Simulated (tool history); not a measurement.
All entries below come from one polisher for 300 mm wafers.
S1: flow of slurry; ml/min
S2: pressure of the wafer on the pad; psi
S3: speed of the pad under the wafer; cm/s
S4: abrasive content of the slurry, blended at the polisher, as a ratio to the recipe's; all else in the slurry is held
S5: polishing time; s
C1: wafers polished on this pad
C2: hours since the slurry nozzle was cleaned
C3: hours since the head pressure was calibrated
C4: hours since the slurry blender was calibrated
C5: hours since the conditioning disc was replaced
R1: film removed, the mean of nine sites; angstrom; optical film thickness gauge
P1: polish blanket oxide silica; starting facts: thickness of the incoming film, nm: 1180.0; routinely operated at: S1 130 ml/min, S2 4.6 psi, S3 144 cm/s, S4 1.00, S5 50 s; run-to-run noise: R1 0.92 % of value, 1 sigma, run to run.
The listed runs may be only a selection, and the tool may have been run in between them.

run 1 hour=2.2 | S1=130 S2=4.6 S3=144 S4=1.00 S5=50 | C1=448 C2=84.4 C3=339.2 C4=155.3 C5=405.6 | R1=2483.3
run 2 hour=4.7 | S1=205 S2=4.6 S3=144 S4=1.00 S5=50 | C1=482 C2=86.9 C3=341.7 C4=157.8 C5=408.1 | R1=2637.1
run 3 hour=7.6 | S1=130 S2=4.6 S3=144 S4=0.55 S5=50 | C1=522 C2=89.8 C3=344.6 C4=160.7 C5=411.0 | R1=1817.2
-- hour=10.0 conditioning disc replaced and pad reconditioned
run 4 hour=11.5 | S1=130 S2=4.6 S3=144 S4=1.00 S5=50 | C1=576 C2=93.7 C3=348.5 C4=164.6 C5=1.6 | R1=2450.8
run 5 hour=13.8 | S1=130 S2=4.6 S3=144 S4=1.45 S5=50 | C1=607 C2=96.0 C3=350.8 C4=166.9 C5=3.9 | R1=2873.1
run 6 hour=16.9 | S1=130 S2=4.6 S3=228 S4=1.00 S5=50 | C1=650 C2=99.1 C3=353.9 C4=170.0 C5=7.0 | R1=3577.8
run 7 hour=20.0 | S1=130 S2=4.6 S3=144 S4=1.00 S5=50 | C1=693 C2=102.2 C3=357.0 C4=173.1 C5=10.1 | R1=2436.6
run 8 hour=23.3 | S1=130 S2=7.0 S3=144 S4=1.00 S5=69 | C1=738 C2=105.5 C3=360.3 C4=176.4 C5=13.4 | R1=5156.9
run 9 hour=25.9 | S1=130 S2=7.2 S3=144 S4=1.00 S5=50 | C1=774 C2=108.1 C3=362.9 C4=179.0 C5=16.0 | R1=3844.0
run 10 hour=28.9 | S1=130 S2=4.6 S3=144 S4=1.00 S5=33 | C1=815 C2=111.1 C3=365.9 C4=182.0 C5=19.0 | R1=1652.4
run 11 hour=32.8 | S1=130 S2=4.6 S3=92 S4=1.00 S5=50 | C1=869 C2=115.0 C3=369.8 C4=185.9 C5=22.9 | R1=1754.1
run 12 hour=37.2 | S1=130 S2=2.1 S3=144 S4=1.00 S5=50 | C1=930 C2=119.4 C3=374.2 C4=190.3 C5=27.3 | R1=1129.4
run 13 hour=41.1 | S1=80 S2=4.6 S3=144 S4=1.00 S5=50 | C1=983 C2=123.3 C3=378.1 C4=194.2 C5=31.2 | R1=2199.8
run 14 hour=45.2 | S1=130 S2=5.8 S3=144 S4=0.60 S5=50 | C1=1040 C2=127.4 C3=382.2 C4=198.3 C5=35.3 | R1=2425.7
run 15 hour=49.8 | S1=85 S2=4.6 S3=68 S4=1.00 S5=50 | C1=1103 C2=132.0 C3=386.8 C4=202.9 C5=39.9 | R1=1239.2
run 16 hour=54.3 | S1=130 S2=4.6 S3=144 S4=1.00 S5=50 | C1=1165 C2=136.5 C3=391.3 C4=207.4 C5=44.4 | R1=2461.5
run 17 hour=57.3 | S1=130 S2=4.6 S3=144 S4=1.00 S5=50 | C1=1207 C2=139.5 C3=394.3 C4=210.4 C5=47.4 | R1=2501.3
run 18 hour=61.4 | S1=130 S2=4.6 S3=144 S4=1.00 S5=50 | C1=1263 C2=143.6 C3=398.4 C4=214.5 C5=51.5 | R1=2441.3
run 19 hour=65.9 | S1=130 S2=4.6 S3=144 S4=1.00 S5=77 | C1=1325 C2=148.1 C3=402.9 C4=219.0 C5=56.0 | R1=3779.9
run 20 hour=69.5 | S1=130 S2=4.6 S3=144 S4=1.00 S5=50 | C1=1375 C2=151.7 C3=406.5 C4=222.6 C5=59.6 | R1=2510.8
run 21 hour=71.6 | S1=130 S2=4.6 S3=144 S4=1.00 S5=50 | C1=1404 C2=153.8 C3=408.6 C4=224.7 C5=61.7 | R1=2430.8
run 22 hour=75.1 | S1=130 S2=4.6 S3=144 S4=1.00 S5=50 | C1=1452 C2=157.3 C3=412.1 C4=228.2 C5=65.2 | R1=2377.4
run 23 hour=78.5 | S1=130 S2=4.6 S3=144 S4=1.00 S5=50 | C1=1499 C2=160.7 C3=415.5 C4=231.6 C5=68.6 | R1=2331.6
run 24 hour=81.3 | S1=130 S2=4.6 S3=144 S4=1.00 S5=50 | C1=1537 C2=163.5 C3=418.3 C4=234.4 C5=71.4 | R1=2251.3
-- hour=83.5 worn pad replaced by a new one
run 25 hour=83.8 | S1=130 S2=4.6 S3=144 S4=1.00 S5=50 | C1=5 C2=166.0 C3=420.8 C4=236.9 C5=73.9 | R1=2260.1
run 26 hour=86.0 | S1=130 S2=4.6 S3=144 S4=1.00 S5=50 | C1=35 C2=168.2 C3=423.0 C4=239.1 C5=76.1 | R1=2218.3
run 27 hour=90.1 | S1=130 S2=4.6 S3=144 S4=1.00 S5=50 | C1=91 C2=172.3 C3=427.1 C4=243.2 C5=80.2 | R1=2220.0
-- hour=93.3 conditioning disc replaced and pad reconditioned
-- hour=93.7 slurry blender recalibrated
run 28 hour=94.2 | S1=130 S2=4.6 S3=144 S4=1.00 S5=50 | C1=148 C2=176.4 C3=431.2 C4=0.5 C5=0.9 | R1=2204.3
run 29 hour=99.2 | S1=130 S2=4.6 S3=144 S4=1.00 S5=50 | C1=217 C2=181.4 C3=436.2 C4=5.5 C5=5.9 | R1=2188.1
run 30 hour=102.2 | S1=130 S2=4.6 S3=144 S4=1.00 S5=50 | C1=258 C2=184.4 C3=439.2 C4=8.5 C5=8.9 | R1=2177.9

P1 has crept away from where it was. The log is fitted equally well by each of these 2 causes, at the sizes shown:
A: head's pressure below its setpoint, % = 11.2
B: slurry flow missing at the pad, % = 38.4
The drift started at roughly hour 69.5.
Other possible causes, and why each is ruled out:
removal rate lost through wear of the pad, %: serviced after onset, at hour 83.5, with no recovery of the prior output
abrasive missing from the slurry, %: serviced after onset, at hour 93.7, with no recovery of the prior output
time polished since the conditioner stopped cutting, s: serviced after onset, at hour 93.3, with no recovery of the prior output

Each of the check runs listed below is run on 5 wafers and reports their average, with the results left as question marks. Pick the one under which the possible causes would lead to clearly different results.
run check 1 hour=105.2 | S1=130 S2=4.6 S3=188 S4=1.00 S5=50 | R1=?
run check 2 hour=105.2 | S1=130 S2=2.1 S3=222 S4=1.00 S5=50 | R1=?
run check 3 hour=105.2 | S1=130 S2=2.8 S3=144 S4=0.55 S5=50 | R1=?
run check 4 hour=105.2 | S1=190 S2=4.6 S3=144 S4=0.70 S5=50 | R1=?

Predicted outcomes, by check and by cause:
check=check_1 result=R1 if_A=2721.10 if_B=2720.50
check=check_2 result=R1 if_A=1419.00 if_B=1418.60
check=check_3 result=R1 if_A=975.42 if_B=975.20
check=check_4 result=R1 if_A=1959.40 if_B=2027.70
Gap, in per cent, between the two causes that each check separates least, read from the result that separates them most: check 1 0.02 %; check 2 0.02 %; check 3 0.02 %; check 4 3.43 %
Check 4 distinguishes between the causes, while the remaining checks would return nearly the same result for all of them.

Running check 4 produced the following: R1 2023.90 angstrom. Which one of the listed causes fits?

B is the cause: slurry flow missing at the pad, %.
